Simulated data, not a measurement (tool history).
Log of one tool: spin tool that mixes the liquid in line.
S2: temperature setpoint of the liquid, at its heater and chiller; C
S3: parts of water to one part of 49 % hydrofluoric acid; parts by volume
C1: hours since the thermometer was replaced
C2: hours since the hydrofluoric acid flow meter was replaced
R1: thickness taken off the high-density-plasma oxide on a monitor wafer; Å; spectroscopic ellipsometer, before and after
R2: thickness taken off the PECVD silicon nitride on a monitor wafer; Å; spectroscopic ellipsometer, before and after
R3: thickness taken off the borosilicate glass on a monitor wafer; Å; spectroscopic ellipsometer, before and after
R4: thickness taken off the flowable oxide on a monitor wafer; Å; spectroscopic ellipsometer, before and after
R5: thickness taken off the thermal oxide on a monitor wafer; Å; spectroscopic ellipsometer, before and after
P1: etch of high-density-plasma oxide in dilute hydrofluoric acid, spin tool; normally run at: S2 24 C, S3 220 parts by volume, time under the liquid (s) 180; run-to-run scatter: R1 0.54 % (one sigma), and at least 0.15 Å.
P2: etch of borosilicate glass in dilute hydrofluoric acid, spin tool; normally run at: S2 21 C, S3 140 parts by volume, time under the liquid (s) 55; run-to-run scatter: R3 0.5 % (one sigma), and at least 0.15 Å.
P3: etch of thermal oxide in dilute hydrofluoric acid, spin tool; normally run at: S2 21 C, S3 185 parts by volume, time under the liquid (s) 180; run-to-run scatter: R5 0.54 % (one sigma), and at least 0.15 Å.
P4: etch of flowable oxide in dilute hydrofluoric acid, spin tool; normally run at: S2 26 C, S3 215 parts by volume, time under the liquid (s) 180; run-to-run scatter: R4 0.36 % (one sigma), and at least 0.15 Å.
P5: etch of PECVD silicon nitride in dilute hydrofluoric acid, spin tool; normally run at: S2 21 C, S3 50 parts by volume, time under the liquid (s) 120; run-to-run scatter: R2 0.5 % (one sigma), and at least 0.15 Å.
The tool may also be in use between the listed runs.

Run 1, day 0.408: process that ran P1, S2 24 C, S3 220 parts by volume, time under the liquid (s) 180; C1 836; C2 662.8. Result: R1 47.114 Å.
Run 2, day 0.958: process that ran P5, S2 21 C, S3 25 parts by volume, time under the liquid (s) 120; C1 849.2; C2 676. Result: R2 176.52 Å.
Run 3, day 1.4: process that ran P1, S2 24 C, S3 220 parts by volume, time under the liquid (s) 180; C1 859.8; C2 686.6. Result: R1 46.391 Å.
Run 4, day 1.962: process that ran P1, S2 24 C, S3 65 parts by volume, time under the liquid (s) 180; C1 873.3; C2 700.1. Result: R1 189.92 Å.
Run 5, day 2.342: process that ran P2, S2 21 C, S3 35 parts by volume, time under the liquid (s) 55; C1 882.4; C2 709.2. Result: R3 499.3 Å.
Run 6, day 2.633: process that ran P1, S2 28 C, S3 220 parts by volume, time under the liquid (s) 180; C1 889.4; C2 716.2. Result: R1 53.997 Å.
Run 7, day 3.138: process that ran P1, S2 24 C, S3 220 parts by volume, time under the liquid (s) 180; C1 901.5; C2 728.3. Result: R1 46.175 Å.
At day 3.304: hydrofluoric acid flow meter replaced.
Run 8, day 3.667: process that ran P1, S2 24 C, S3 220 parts by volume, time under the liquid (s) 290; C1 914.2; C2 8.7. Result: R1 75.794 Å.
Run 9, day 4.025: process that ran P1, S2 29 C, S3 390 parts by volume, time under the liquid (s) 180; C1 922.8; C2 17.3. Result: R1 26.552 Å.
Run 10, day 4.333: process that ran P4, S2 26 C, S3 215 parts by volume, time under the liquid (s) 180; C1 930.2; C2 24.7. Result: R4 373.17 Å.
Run 11, day 4.733: process that ran P3, S2 27 C, S3 185 parts by volume, time under the liquid (s) 180; C1 939.8; C2 34.3. Result: R5 48.534 Å.
Run 12, day 5.117: process that ran P2, S2 21 C, S3 140 parts by volume, time under the liquid (s) 55; C1 949; C2 43.5. Result: R3 110.28 Å.
Run 13, day 5.554: process that ran P4, S2 26 C, S3 215 parts by volume, time under the liquid (s) 180; C1 959.5; C2 54. Result: R4 376.5 Å.
Run 14, day 6.1: process that ran P3, S2 21 C, S3 280 parts by volume, time under the liquid (s) 180; C1 972.6; C2 67.1. Result: R5 23.233 Å.
Run 15, day 6.5: process that ran P5, S2 21 C, S3 50 parts by volume, time under the liquid (s) 200; C1 982.2; C2 76.7. Result: R2 148.6 Å.
Run 16, day 6.996: process that ran P2, S2 21 C, S3 140 parts by volume, time under the liquid (s) 15; C1 994.1; C2 88.6. Result: R3 29.969 Å.
Run 17, day 7.504: process that ran P1, S2 24 C, S3 345 parts by volume, time under the liquid (s) 180; C1 1006.3; C2 100.8. Result: R1 26.128 Å.
Run 18, day 7.958: process that ran P5, S2 21 C, S3 50 parts by volume, time under the liquid (s) 120; C1 1017.2; C2 111.7. Result: R2 89.401 Å.
Run 19, day 8.342: process that ran P4, S2 26 C, S3 365 parts by volume, time under the liquid (s) 180; C1 1026.4; C2 120.9. Result: R4 189.54 Å.
Run 20, day 8.65: process that ran P3, S2 21 C, S3 185 parts by volume, time under the liquid (s) 180; C1 1033.8; C2 128.3. Result: R5 39.004 Å.
Run 21, day 9.029: process that ran P1, S2 27.5 C, S3 90 parts by volume, time under the liquid (s) 180; C1 1042.9; C2 137.4. Result: R1 154.55 Å.
Run 22, day 9.354: process that ran P1, S2 31.5 C, S3 135 parts by volume, time under the liquid (s) 180; C1 1050.7; C2 145.2. Result: R1 110.99 Å.
Run 23, day 9.671: process that ran P4, S2 18.5 C, S3 215 parts by volume, time under the liquid (s) 180; C1 1058.3; C2 152.8. Result: R4 283.53 Å.
Run 24, day 10.15: process that ran P2, S2 21 C, S3 140 parts by volume, time under the liquid (s) 55; C1 1069.8; C2 164.3. Result: R3 110.41 Å.
Run 25, day 10.725: process that ran P1, S2 20 C, S3 220 parts by volume, time under the liquid (s) 180; C1 1083.6; C2 178.1. Result: R1 40.058 Å.
Run 26, day 11.238: process that ran P1, S2 24 C, S3 220 parts by volume, time under the liquid (s) 180; C1 1095.9; C2 190.4. Result: R1 46.79 Å.
Run 27, day 11.675: process that ran P2, S2 29 C, S3 140 parts by volume, time under the liquid (s) 55; C1 1106.4; C2 200.9. Result: R3 148.79 Å.
Run 28, day 12.217: process that ran P4, S2 26 C, S3 215 parts by volume, time under the liquid (s) 290; C1 1119.4; C2 213.9. Result: R4 599.89 Å.
Run 29, day 12.488: process that ran P3, S2 21 C, S3 185 parts by volume, time under the liquid (s) 275; C1 1125.9; C2 220.4. Result: R5 59.235 Å.
Run 30, day 12.908: process that ran P5, S2 17 C, S3 50 parts by volume, time under the liquid (s) 120; C1 1136; C2 230.5. Result: R2 67.237 Å.
Run 31, day 13.467: process that ran P1, S2 24 C, S3 220 parts by volume, time under the liquid (s) 95; C1 1149.4; C2 243.9. Result: R1 24.757 Å.
Run 32, day 13.942: process that ran P1, S2 24 C, S3 220 parts by volume, time under the liquid (s) 180; C1 1160.8; C2 255.3. Result: R1 47.008 Å.
Run 33, day 14.488: process that ran P1, S2 24 C, S3 220 parts by volume, time under the liquid (s) 180; C1 1173.9; C2 268.4. Result: R1 45.606 Å.
Run 34, day 15.012: process that ran P1, S2 24 C, S3 220 parts by volume, time under the liquid (s) 180; C1 1186.5; C2 281. Result: R1 44.715 Å.
Run 35, day 15.571: process that ran P1, S2 24 C, S3 220 parts by volume, time under the liquid (s) 180; C1 1199.9; C2 294.4. Result: R1 44.297 Å.
Run 36, day 15.842: process that ran P1, S2 24 C, S3 220 parts by volume, time under the liquid (s) 180; C1 1206.4; C2 300.9. Result: R1 44.242 Å.
Run 37, day 16.2: process that ran P1, S2 24 C, S3 220 parts by volume, time under the liquid (s) 180; C1 1215; C2 309.5. Result: R1 44.095 Å.
Run 38, day 16.642: process that ran P1, S2 24 C, S3 220 parts by volume, time under the liquid (s) 180; C1 1225.6; C2 320.1. Result: R1 43.888 Å.

What P1 gives has crept away from where it was. These 2 causes fit the log equally well, each at the size given:
A: hydrofluoric acid flow below the setpoint (%) = 4.77
B: liquid colder than its thermometer reads (K) = 1.64
The creep began at about day 13.942.

4 check runs are offered, one wafer each, their results left as question marks. Which one tells the causes apart?
Run check 1, day 17.083: process that ran P5, S2 21 C, S3 50 parts by volume, time under the liquid (s) 120. Result: R2 ?.
Run check 2, day 17.083: process that ran P2, S2 21 C, S3 140 parts by volume, time under the liquid (s) 55. Result: R3 ?.
Run check 3, day 17.083: process that ran P3, S2 21 C, S3 185 parts by volume, time under the liquid (s) 180. Result: R5 ?.
Run check 4, day 17.083: process that ran P4, S2 26 C, S3 215 parts by volume, time under the liquid (s) 180. Result: R4 ?.

What each check would give under each cause:
  check  result    if A    if B
check 1      R2  84.906  79.463
check 2      R3  103.96  103.01
check 3      R5  36.631  36.432
check 4      R4  352.26  352.78
How far apart the two closest causes lie, in the result that separates them most: check 1 6.63 %; check 2 0.92 %; check 3 0.55 %; check 4 0.15 %
Check 1 tells the causes apart: in the others they would give nearly the same result.

Check 1 was then run and gave: R2 79.119 Å. Which cause is it?

It is B: liquid colder than its thermometer reads (K).
